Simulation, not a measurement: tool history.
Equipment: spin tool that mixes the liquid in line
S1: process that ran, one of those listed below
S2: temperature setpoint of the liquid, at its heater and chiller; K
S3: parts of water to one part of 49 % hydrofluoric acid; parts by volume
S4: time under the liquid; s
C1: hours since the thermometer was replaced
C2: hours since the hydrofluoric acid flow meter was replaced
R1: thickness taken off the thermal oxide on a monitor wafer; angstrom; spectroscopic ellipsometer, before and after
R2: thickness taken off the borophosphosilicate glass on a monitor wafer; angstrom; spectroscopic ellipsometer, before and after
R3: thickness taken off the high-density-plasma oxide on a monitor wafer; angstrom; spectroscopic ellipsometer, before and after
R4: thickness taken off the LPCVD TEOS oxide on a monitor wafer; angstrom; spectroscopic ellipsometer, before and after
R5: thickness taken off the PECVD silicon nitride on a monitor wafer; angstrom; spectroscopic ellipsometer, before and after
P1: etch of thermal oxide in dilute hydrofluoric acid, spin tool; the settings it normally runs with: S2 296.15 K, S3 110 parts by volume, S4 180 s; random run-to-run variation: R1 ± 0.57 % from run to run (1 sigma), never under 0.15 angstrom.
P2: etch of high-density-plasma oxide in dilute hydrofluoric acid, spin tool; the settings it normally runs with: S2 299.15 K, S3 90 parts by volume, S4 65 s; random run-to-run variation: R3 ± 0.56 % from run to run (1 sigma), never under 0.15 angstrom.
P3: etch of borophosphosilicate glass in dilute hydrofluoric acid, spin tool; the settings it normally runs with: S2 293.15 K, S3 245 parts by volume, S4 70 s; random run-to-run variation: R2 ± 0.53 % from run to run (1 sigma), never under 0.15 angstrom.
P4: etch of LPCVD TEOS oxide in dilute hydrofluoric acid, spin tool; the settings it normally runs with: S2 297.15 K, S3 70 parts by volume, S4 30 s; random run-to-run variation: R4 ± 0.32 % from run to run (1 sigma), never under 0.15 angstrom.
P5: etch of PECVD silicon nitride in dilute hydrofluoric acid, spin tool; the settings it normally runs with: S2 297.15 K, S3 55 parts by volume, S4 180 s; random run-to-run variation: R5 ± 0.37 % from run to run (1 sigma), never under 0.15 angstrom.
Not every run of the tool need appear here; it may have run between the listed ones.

run,hour,S1,S2,S3,S4,C1,C2,R1,R2,R3,R4,R5
1,9.9,P1,296.15,110,180,990.5,463.3,76.252,,,,
2,22.1,P1,296.15,110,15,1002.7,475.5,6.4617,,,,
3,35.7,P3,293.15,245,20,1016.3,489.1,,32.521,,,
4,45.8,P2,294.65,90,65,1026.4,499.2,,,38.201,,
5,56.9,P1,296.15,110,180,1037.5,510.3,77.54,,,,
# hour 69.3: thermometer replaced
6,72.9,P1,301.15,110,180,3.6,526.3,93.507,,,,
7,83.4,P3,293.15,245,70,14.1,536.8,,113.38,,,
8,94.9,P2,299.15,135,65,25.6,548.3,,,28.639,,
9,104.8,P1,296.15,110,180,35.5,558.2,76.996,,,,
10,117.3,P4,297.15,40,30,48,570.7,,,,362.53,
11,131.8,P1,296.15,110,325,62.5,585.2,138.19,,,,
12,145.8,P1,296.15,110,180,76.5,599.2,77.097,,,,
13,154.5,P5,297.15,55,180,85.2,607.9,,,,,73.877
14,164.6,P1,296.15,180,180,95.3,618,43.332,,,,
# hour 173.7: hydrofluoric acid flow meter replaced
15,180,P1,296.15,25,180,110.7,6.4,378.54,,,,
16,191.3,P2,299.15,90,65,122,17.7,,,45.354,,
17,203,P1,296.15,110,180,133.7,29.4,76.072,,,,
18,219,P3,297.65,245,70,149.7,45.4,,133.09,,,
19,230.1,P2,299.15,90,15,160.8,56.5,,,10.484,,
20,241,P1,296.15,110,180,171.7,67.4,76.296,,,,
21,256.7,P1,296.15,110,180,187.4,83.1,76.35,,,,
22,266.7,P4,301.65,70,30,197.4,93.1,,,,237.95,
23,279.2,P5,297.15,55,180,209.9,105.6,,,,,73.507
24,293.3,P1,290.65,110,180,224,119.7,60.854,,,,
25,303.5,P2,299.15,90,65,234.2,129.9,,,45.794,,
26,317,P5,302.15,55,180,247.7,143.4,,,,,101.68
27,326.6,P4,297.15,70,30,257.3,153,,,,197.87,
28,338.5,P5,297.15,20,180,269.2,164.9,,,,,195.42
29,346.5,P3,293.15,65,70,277.2,172.9,,515.49,,,
30,355.9,P4,297.15,70,50,286.6,182.3,,,,329.33,
31,368.4,P1,299.65,170,180,299.1,194.8,52.789,,,,
32,382.4,P5,297.15,55,45,313.1,208.8,,,,,18.276
33,392.6,P1,296.15,110,180,323.3,219,77.084,,,,
34,405.3,P1,296.15,110,180,336,231.7,79.468,,,,
35,419.9,P1,296.15,110,180,350.6,246.3,80.92,,,,
36,430.2,P1,296.15,110,180,360.9,256.6,82.822,,,,
37,447.4,P1,296.15,110,180,378.1,273.8,83.054,,,,
38,463.3,P1,296.15,110,180,394,289.7,84.251,,,,
39,472.5,P1,296.15,110,180,403.2,298.9,83.586,,,,
40,485.8,P1,296.15,110,180,416.5,312.2,83.884,,,,
41,500.8,P1,296.15,110,180,431.5,327.2,84.588,,,,

Compared with where it was, what P1 gives has crept away. Each cause listed below fits the log as well as the rest, at the size given for it:
A: liquid hotter than its thermometer reads (K) = 2.38
B: hydrofluoric acid flow above the setpoint (%) = 8.63
Onset of the creep was near hour 392.6.

Which of the 4 check runs listed below separates the causes, so that each cause would produce a clearly different result? Each run uses one wafer, and its results are marked with question marks.
check 1,515.8,P5,297.15,55,180,,,,,,,?
check 2,515.8,P4,297.15,70,30,,,,,,?,
check 3,515.8,P2,299.15,90,65,,,,,?,,
check 4,515.8,P3,293.15,245,70,,,,?,,,

Check results expected under each cause:
check,result,if A,if B
check 1,R5,86.125,79.695
check 2,R4,218.15,216.95
check 3,R3,50.09,50.083
check 4,R2,124.04,125.64
Minimum pairwise separation of causes per check, each pair taken at its best-separating result: check 1 7.76 %; check 2 0.55 %; check 3 0.01 %; check 4 1.29 %
Check 1 distinguishes between the causes, while the remaining checks would return nearly the same result for all of them.

With check 1 done, the readings were: R5 86.128 angstrom. Identify which of the listed causes applies.

The cause is A: liquid hotter than its thermometer reads (K).
